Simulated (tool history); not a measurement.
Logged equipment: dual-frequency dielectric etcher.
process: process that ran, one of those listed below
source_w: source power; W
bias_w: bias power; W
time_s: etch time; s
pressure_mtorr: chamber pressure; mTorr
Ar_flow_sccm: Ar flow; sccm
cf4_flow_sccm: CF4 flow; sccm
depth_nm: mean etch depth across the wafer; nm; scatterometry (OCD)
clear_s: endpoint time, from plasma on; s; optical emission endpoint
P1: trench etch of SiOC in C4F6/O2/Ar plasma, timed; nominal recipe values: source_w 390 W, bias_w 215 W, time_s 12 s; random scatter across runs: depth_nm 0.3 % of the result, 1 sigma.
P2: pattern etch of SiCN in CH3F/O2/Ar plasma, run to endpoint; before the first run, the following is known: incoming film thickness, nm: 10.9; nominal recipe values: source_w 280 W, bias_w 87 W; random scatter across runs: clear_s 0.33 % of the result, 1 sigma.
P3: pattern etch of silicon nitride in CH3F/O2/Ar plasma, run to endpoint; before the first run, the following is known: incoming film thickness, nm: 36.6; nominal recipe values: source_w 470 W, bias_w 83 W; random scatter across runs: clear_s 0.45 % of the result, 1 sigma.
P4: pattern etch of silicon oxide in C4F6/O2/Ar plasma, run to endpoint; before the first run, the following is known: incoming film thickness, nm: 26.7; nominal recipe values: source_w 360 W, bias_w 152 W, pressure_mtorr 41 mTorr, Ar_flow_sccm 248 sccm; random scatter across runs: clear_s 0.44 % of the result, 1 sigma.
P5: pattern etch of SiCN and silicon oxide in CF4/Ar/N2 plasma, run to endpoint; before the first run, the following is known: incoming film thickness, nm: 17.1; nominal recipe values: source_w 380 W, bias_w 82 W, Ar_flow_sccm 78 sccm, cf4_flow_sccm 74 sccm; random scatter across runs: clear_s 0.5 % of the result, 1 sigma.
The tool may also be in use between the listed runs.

run   hour  process  source_w  bias_w  time_s  pressure_mtorr  Ar_flow_sccm  cf4_flow_sccm  hours since the last wet clean  hours since the last source power generator calibration  hours since the last bias power generator calibration  depth_nm  clear_s
  1    5.6       P1       390     215      12                                                                        311.6                                                    315.3                                                    261    26.148
  2   12.9       P1       390     293      12                                                                        318.9                                                    322.6                                                  268.3      29.2
  3   20.4       P4       360     152                      41           248                                          326.4                                                    330.1                                                  275.8             9.4815
  4   27.4       P1       390     215      12                                                                        333.4                                                    337.1                                                  282.8    26.413
  5   31.9       P5       380      82                                    78             74                           337.9                                                    341.6                                                  287.3             21.022
  6   37.8       P4       290     152                      41           248                                          343.8                                                    347.5                                                  293.2              10.38
  7   45.5       P1       390     215     7.5                                                                        351.5                                                    355.2                                                  300.9    16.499
  8   51.7       P2       390      87                                                                                357.7                                                    361.4                                                  307.1             27.617
  9   59.3       P4       360     152                      41           342                                          365.3                                                      369                                                  314.7             9.7678
 10   67.9       P5       540      82                                    78             74                           373.9                                                    377.6                                                  323.3             15.416
 11   74.1       P2       280     122                                                                                380.1                                                    383.8                                                  329.5             27.425
 12   78.6       P5       380      82                                    78             74                           384.6                                                    388.3                                                    334             21.057
 13   82.4       P3       470      58                                                                                388.4                                                    392.1                                                  337.8             54.371
 14   90.6       P1       320     258      12                                                                        396.6                                                    400.3                                                    346    25.945
 15   95.4       P5       380     100                                    78             74                           401.4                                                    405.1                                                  350.8             19.678
 16    101       P1       390     215      12                                                                          407                                                    410.7                                                  356.4    26.177
 17  107.7       P1       390     140      12                                                                        413.7                                                    417.4                                                  363.1    22.994
 18  111.8       P1       390     215      12                                                                        417.8                                                    421.5                                                  367.2    26.299
 19  116.6       P1       390     215      12                                                                        422.6                                                    426.3                                                    372     26.11
 20  123.5       P3       560      83                                                                                429.5                                                    433.2                                                  378.9             44.983
 21  128.1       P1       390     215    16.5                                                                        434.1                                                    437.8                                                  383.5    36.166
 22  134.1       P1       390     215      12                                                                        440.1                                                    443.8                                                  389.5    26.194
 23    139       P4       360     152                    28.5           248                                            445                                                    448.7                                                  394.4             9.1012
 24  147.2       P1       270     215      12                                                                        453.2                                                    456.9                                                  402.6    22.851
 25  155.8       P2       280      87                                                                                461.8                                                    465.5                                                  411.2             31.426
 26  159.6       P4       360     199                      41           248                                          465.6                                                    469.3                                                    415             8.6788
 27  167.1       P1       540     215      12                                                                        473.1                                                    476.8                                                  422.5    29.686
 28  174.4       P1       390     215      12                                                                        480.4                                                    484.1                                                  429.8    26.226
 29  179.6       P4       360     152                      41           248                                          485.6                                                    489.3                                                    435             9.4438
 30  187.5       P3       470      83                                                                                493.5                                                    497.2                                                  442.9             48.383
 31  191.4       P2       280      87                                                                                497.4                                                    501.1                                                  446.8             31.249
 32  199.5       P5       380      82                                    78            100                           505.5                                                    509.2                                                  454.9             20.291
 33  206.7       P5       380      82                                    57             74                           512.7                                                    516.4                                                  462.1             20.205
 34  213.6       P1       390     215      12                                                                        519.6                                                    523.3                                                    469    26.355
 35    219       P1       390     215      12                                                                          525                                                    528.7                                                  474.4     26.21
 36    227       P1       390     215      12                                                                          533                                                    536.7                                                  482.4    26.043
 37  235.4       P1       390     215      12                                                                        541.4                                                    545.1                                                  490.8     25.95
 38    244       P1       390     215      12                                                                          550                                                    553.7                                                  499.4    25.972
     245.3  -- wet clean of the chamber
 39  252.4       P1       390     215      12                                                                          7.1                                                    562.1                                                  507.8    25.858
 40  258.7       P1       390     215      12                                                                         13.4                                                    568.4                                                  514.1    25.909
 41  263.4       P1       390     215      12                                                                         18.1                                                    573.1                                                  518.8    25.968
 42  268.4       P1       390     215      12                                                                         23.1                                                    578.1                                                  523.8    25.774
 43  273.6       P1       390     215      12                                                                         28.3                                                    583.3                                                    529    26.004
 44  280.9       P1       390     215      12                                                                         35.6                                                    590.6                                                  536.3    25.913
 45    287       P1       390     215      12                                                                         41.7                                                    596.7                                                  542.4    25.849

The output of P1 has drifted from where it used to be. Each of the 2 causes below, taken at the size shown beside it, accounts for the log equally well:
A: bias power that arrives under what is set, % = 4.51
B: source power that arrives under what is set, % = 3.85
Creep in the process output first set in at about hour 213.6.
Why every other cause is out:
chamber walls in a state that lowers the etch rate, %: serviced at hour 245.3, which brought nothing back

The 4 check runs listed below each average the results of 5 wafers, and their outcomes are marked with question marks. Under which run would the listed causes produce clearly different results?
check 1  293.1       P3       560      59                                                                                                                                                                                                                       ?
check 2  293.1       P2       360     117                                                                                                                                                                                                                       ?
check 3  293.1       P5       500      82                                    78             97                                                                                                                                                                  ?
check 4  293.1       P4       360     174                      41           248                                                                                                                                                                                 ?

What each check would give under each cause:
  check   result    if A    if B
check 1  clear_s  51.084  51.119
check 2  clear_s  25.909  25.816
check 3  clear_s  16.237  16.569
check 4  clear_s  9.2341  9.2412
How far apart the two closest causes lie, in the result that separates them most: check 1 0.07 %; check 2 0.36 %; check 3 2.03 %; check 4 0.08 %
The causes can be told apart only by check 3. The other checks would give nearly the same results under each of them.

Then check 3 was run and gave: clear_s 16.597 s. Which cause is it?

It was cause B: source power that arrives under what is set, %.
